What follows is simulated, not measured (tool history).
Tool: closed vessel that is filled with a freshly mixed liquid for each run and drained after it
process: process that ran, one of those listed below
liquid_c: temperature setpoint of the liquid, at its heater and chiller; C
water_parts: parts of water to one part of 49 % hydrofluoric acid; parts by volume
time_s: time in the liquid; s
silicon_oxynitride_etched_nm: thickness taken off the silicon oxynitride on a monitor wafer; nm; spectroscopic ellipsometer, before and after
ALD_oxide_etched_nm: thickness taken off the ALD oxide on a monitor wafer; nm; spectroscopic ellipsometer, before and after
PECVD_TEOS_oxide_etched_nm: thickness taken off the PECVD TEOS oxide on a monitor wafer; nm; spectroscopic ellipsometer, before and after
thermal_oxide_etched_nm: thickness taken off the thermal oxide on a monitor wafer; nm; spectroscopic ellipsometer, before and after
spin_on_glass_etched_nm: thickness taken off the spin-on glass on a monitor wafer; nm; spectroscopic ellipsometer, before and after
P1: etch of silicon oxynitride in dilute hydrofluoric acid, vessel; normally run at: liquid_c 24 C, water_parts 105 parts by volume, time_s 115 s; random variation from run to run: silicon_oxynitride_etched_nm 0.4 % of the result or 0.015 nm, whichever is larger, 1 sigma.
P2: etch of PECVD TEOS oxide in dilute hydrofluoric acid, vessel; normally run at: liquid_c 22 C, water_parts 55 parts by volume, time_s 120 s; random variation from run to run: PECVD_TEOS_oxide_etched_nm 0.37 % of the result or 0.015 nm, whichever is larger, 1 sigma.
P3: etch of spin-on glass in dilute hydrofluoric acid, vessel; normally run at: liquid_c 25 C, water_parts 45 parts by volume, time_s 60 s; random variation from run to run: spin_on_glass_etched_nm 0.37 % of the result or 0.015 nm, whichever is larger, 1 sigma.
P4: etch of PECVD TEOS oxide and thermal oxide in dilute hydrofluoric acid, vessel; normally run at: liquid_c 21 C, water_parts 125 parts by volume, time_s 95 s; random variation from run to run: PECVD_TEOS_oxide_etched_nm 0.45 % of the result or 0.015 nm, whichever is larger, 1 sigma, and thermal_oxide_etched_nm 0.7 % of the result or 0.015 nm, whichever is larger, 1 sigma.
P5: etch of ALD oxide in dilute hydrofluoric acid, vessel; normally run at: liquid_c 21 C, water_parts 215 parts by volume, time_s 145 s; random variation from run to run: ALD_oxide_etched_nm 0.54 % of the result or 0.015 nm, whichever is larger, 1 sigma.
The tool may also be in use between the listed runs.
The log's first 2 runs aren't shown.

run	hour	process	liquid_c	water_parts	time_s	hours since the thermometer was replaced	hours since the hydrofluoric acid flow meter was replaced	silicon_oxynitride_etched_nm	ALD_oxide_etched_nm	PECVD_TEOS_oxide_etched_nm	thermal_oxide_etched_nm	spin_on_glass_etched_nm
3	29.4	P4	21	30	95	1162.7	553.6			87.605	13.669	
4	37	P1	24	105	115	1170.3	561.2	4.9437				
5	51.5	P1	24	105	115	1184.8	575.7	4.9568				
6	62.2	P2	22	20	120	1195.5	586.4			85.998		
7	72.4	P1	17	105	115	1205.7	596.6	3.5222				
8	83.6	P1	24	105	30	1216.9	607.8	1.2591				
9	91.5	P4	21	125	95	1224.8	615.7			18.854	2.9657	
10	101.5	P5	21	215	145	1234.8	625.7		16.562			
11	111.1	P2	22	55	235	1244.4	635.3			58.295		
12	122.9	P1	30	65	115	1256.2	647.1	10.976				
13	133.6	P1	24	30	205	1266.9	657.8	32.797				
14	147.4	P4	17	125	95	1280.7	671.6			15.997	2.5338	
15	156.6	P1	24	105	115	1289.9	680.8	4.9115				
16	166.5	P1	24	105	210	1299.8	690.7	9.0233				
17	177.4	P5	21	215	245	1310.7	701.6		28.074			
18	190.7	P1	24	105	115	1324	714.9	4.9723				
19	201.2	P4	21	125	180	1334.5	725.4			35.596	5.6576	
20	210.7	P1	24	105	115	1344	734.9	5.0066				
21	218.4	P1	24	65	115	1351.7	742.6	8.2907				
22	231.3	P3	29	45	60	1364.6	755.5					123.65
23	238.7	P5	21	390	145	1372	762.9		7.8293			
24	252.3	P1	19	105	30	1385.6	776.5	1.0401				
25	264.7	P3	25	45	30	1398	788.9					52.471

Forecast run 26:
26	276	P1	24	105	115	1409.3	800.2	?				

silicon_oxynitride_etched_nm: 4.9254 nm
